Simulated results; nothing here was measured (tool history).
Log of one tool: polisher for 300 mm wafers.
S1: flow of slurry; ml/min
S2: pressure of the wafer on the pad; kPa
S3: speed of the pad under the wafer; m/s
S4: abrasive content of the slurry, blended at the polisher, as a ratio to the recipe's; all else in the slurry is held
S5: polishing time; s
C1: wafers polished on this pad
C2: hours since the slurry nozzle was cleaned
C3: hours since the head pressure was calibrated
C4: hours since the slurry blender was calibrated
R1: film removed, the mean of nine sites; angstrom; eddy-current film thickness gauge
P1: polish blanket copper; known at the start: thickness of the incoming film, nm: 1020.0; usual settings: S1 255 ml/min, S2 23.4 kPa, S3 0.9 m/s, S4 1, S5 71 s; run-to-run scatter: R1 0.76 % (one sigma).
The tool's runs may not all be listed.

| run | day | S1 | S2 | S3 | S4 | S5 | C1 | C2 | C3 | C4 | R1 |
|---|---|---|---|---|---|---|---|---|---|---|---|
| 1 | 0.754 | 255 | 23.4 | 0.9 | 1 | 71 | 268 | 487.4 | 472.4 | 81.7 | 2182.7 |
| 2 | 1.183 | 255 | 11 | 0.9 | 1 | 71 | 347 | 497.7 | 482.7 | 92 | 1029.8 |
|  | 1.375 | worn pad replaced by a new one |
| 3 | 1.762 | 255 | 31 | 1.22 | 1 | 71 | 71 | 511.6 | 496.6 | 105.9 | 3980.1 |
| 4 | 2.162 | 255 | 23.4 | 0.9 | 1 | 92 | 144 | 521.2 | 506.2 | 115.5 | 2840.1 |
| 5 | 2.888 | 255 | 23.4 | 0.48 | 1 | 71 | 277 | 538.6 | 523.6 | 132.9 | 1178.7 |
| 6 | 3.333 | 155 | 23.4 | 0.9 | 1.4 | 71 | 359 | 549.3 | 534.3 | 143.6 | 2198 |
| 7 | 3.771 | 155 | 23.4 | 0.9 | 1 | 71 | 440 | 559.8 | 544.8 | 154.1 | 2061.7 |
| 8 | 4.367 | 255 | 23.4 | 0.9 | 1 | 71 | 549 | 574.1 | 559.1 | 168.4 | 2185.6 |
| 9 | 4.783 | 255 | 23.4 | 0.9 | 1 | 71 | 625 | 584.1 | 569.1 | 178.4 | 2176.9 |
| 10 | 5.138 | 255 | 23.4 | 0.9 | 1 | 71 | 690 | 592.6 | 577.6 | 186.9 | 2194.1 |
| 11 | 5.9 | 385 | 23.4 | 0.9 | 1 | 71 | 830 | 610.9 | 595.9 | 205.2 | 2313.4 |
| 12 | 6.271 | 255 | 23.4 | 0.9 | 1 | 42 | 898 | 619.8 | 604.8 | 214.1 | 1292.4 |
| 13 | 6.708 | 255 | 23.4 | 0.9 | 0.75 | 71 | 979 | 630.3 | 615.3 | 224.6 | 2098.3 |
| 14 | 7.392 | 255 | 23.4 | 1.44 | 1 | 71 | 1104 | 646.7 | 631.7 | 241 | 3531.7 |
| 15 | 7.858 | 255 | 23.4 | 0.9 | 1.3 | 71 | 1190 | 657.9 | 642.9 | 252.2 | 2348.8 |
| 16 | 8.429 | 255 | 23.4 | 0.48 | 1 | 92 | 1295 | 671.6 | 656.6 | 265.9 | 1534.9 |
| 17 | 8.996 | 255 | 35.2 | 0.9 | 1 | 71 | 1399 | 685.2 | 670.2 | 279.5 | 3308 |
| 18 | 9.479 | 255 | 23.4 | 0.9 | 1 | 71 | 1487 | 696.8 | 681.8 | 291.1 | 2196.1 |
| 19 | 9.912 | 255 | 23.4 | 0.9 | 1 | 71 | 1567 | 707.2 | 692.2 | 301.5 | 2195.2 |
| 20 | 10.271 | 255 | 23.4 | 0.9 | 1 | 71 | 1633 | 715.8 | 700.8 | 310.1 | 2147.8 |
| 21 | 10.625 | 255 | 23.4 | 0.9 | 1 | 71 | 1698 | 724.3 | 709.3 | 318.6 | 2100.1 |
| 22 | 11.088 | 255 | 23.4 | 0.9 | 1 | 71 | 1782 | 735.4 | 720.4 | 329.7 | 2099.9 |
|  | 11.654 | slurry blender recalibrated |
| 23 | 11.75 | 255 | 23.4 | 0.9 | 1 | 71 | 1904 | 751.3 | 736.3 | 2.3 | 2091.4 |
|  | 11.858 | worn pad replaced by a new one |
| 24 | 12.312 | 255 | 23.4 | 0.9 | 1 | 71 | 84 | 764.8 | 749.8 | 15.8 | 2064.9 |

The next listed run, before its measurement:
| 25 | 12.8 | 255 | 23.4 | 0.9 | 1 | 71 | 173 | 776.5 | 761.5 | 27.5 | ? |

Run 25 gave R1 2041.1 angstrom.
